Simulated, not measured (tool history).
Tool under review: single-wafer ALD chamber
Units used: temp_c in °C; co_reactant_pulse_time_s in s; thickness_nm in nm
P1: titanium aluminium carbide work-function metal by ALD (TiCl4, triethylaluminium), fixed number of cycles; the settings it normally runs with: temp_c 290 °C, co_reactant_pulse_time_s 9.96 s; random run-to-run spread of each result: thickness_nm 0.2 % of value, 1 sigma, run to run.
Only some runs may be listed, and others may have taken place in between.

run	hour	temp_c	co_reactant_pulse_time_s	hours since the last thermocouple change	hours since the last triethylaluminium bottle change	thickness_nm
1	6.6	290	9.96	1324.3	455.0	1.8889
2	14.3	290	13.04	1332.0	462.7	1.9234
# hour 22.4: triethylaluminium bottle replaced
3	25.2	303	14.05	1342.9	2.8	2.0499
4	34.3	290	9.96	1352.0	11.9	1.8893
5	40.1	290	9.96	1357.8	17.7	1.8871
6	49.2	290	9.96	1366.9	26.8	1.8860
7	55.8	269	4.81	1373.5	33.4	1.4313
8	63.8	268	9.96	1381.5	41.4	1.7052
9	77.4	314	9.96	1395.1	55.0	2.0960
10	83.5	266	12.51	1401.2	61.1	1.7152
11	92.7	290	9.96	1410.4	70.3	1.8968
12	106.0	290	9.96	1423.7	83.6	1.8884
13	117.0	290	4.09	1434.7	94.6	1.4804
14	129.4	290	9.96	1447.1	107.0	1.8911
15	138.3	290	9.96	1456.0	115.9	1.8735
16	144.2	290	9.96	1461.9	121.8	1.8763
17	154.2	290	9.96	1471.9	131.8	1.8750
18	166.2	290	9.96	1483.9	143.8	1.8628
19	174.6	290	9.96	1492.3	152.2	1.8664
20	181.2	290	9.96	1498.9	158.8	1.8609
21	189.7	290	9.96	1507.4	167.3	1.8606
22	201.3	290	9.96	1519.0	178.9	1.8601

What P1 gives has crept away from where it was. These 2 causes fit the log equally well, each at the size given:
A: triethylaluminium dose below that of a fresh bottle (%) = 11.5
B: wafer temperature below the value expected at the setpoint (K) = 3.59
The onset of the drift is placed at about hour 129.4.

The check runs listed below each take one wafer, and their results are still question marks. Under which run would the listed causes lead to clearly different results?
check 1	212.9	311	9.96			?
check 2	212.9	302	9.96			?
check 3	212.9	281	9.96			?
check 4	212.9	290	5.20			?

How each check would come out, cause by cause:
check	result	if A	if B
check 1	thickness_nm	2.0360	2.0384
check 2	thickness_nm	1.9597	1.9610
check 3	thickness_nm	1.7838	1.7828
check 4	thickness_nm	1.5528	1.6010
Separation of the two closest causes in each check, using whichever result separates them best: check 1 0.12 %; check 2 0.07 %; check 3 0.05 %; check 4 3.05 %
Only in check 4 would the causes give clearly different results; in the remaining checks their results would be nearly the same.

Check 4 was carried out, with these results: thickness_nm 1.5518 nm. Which of the listed causes is responsible?

A is the cause: triethylaluminium dose below that of a fresh bottle (%).
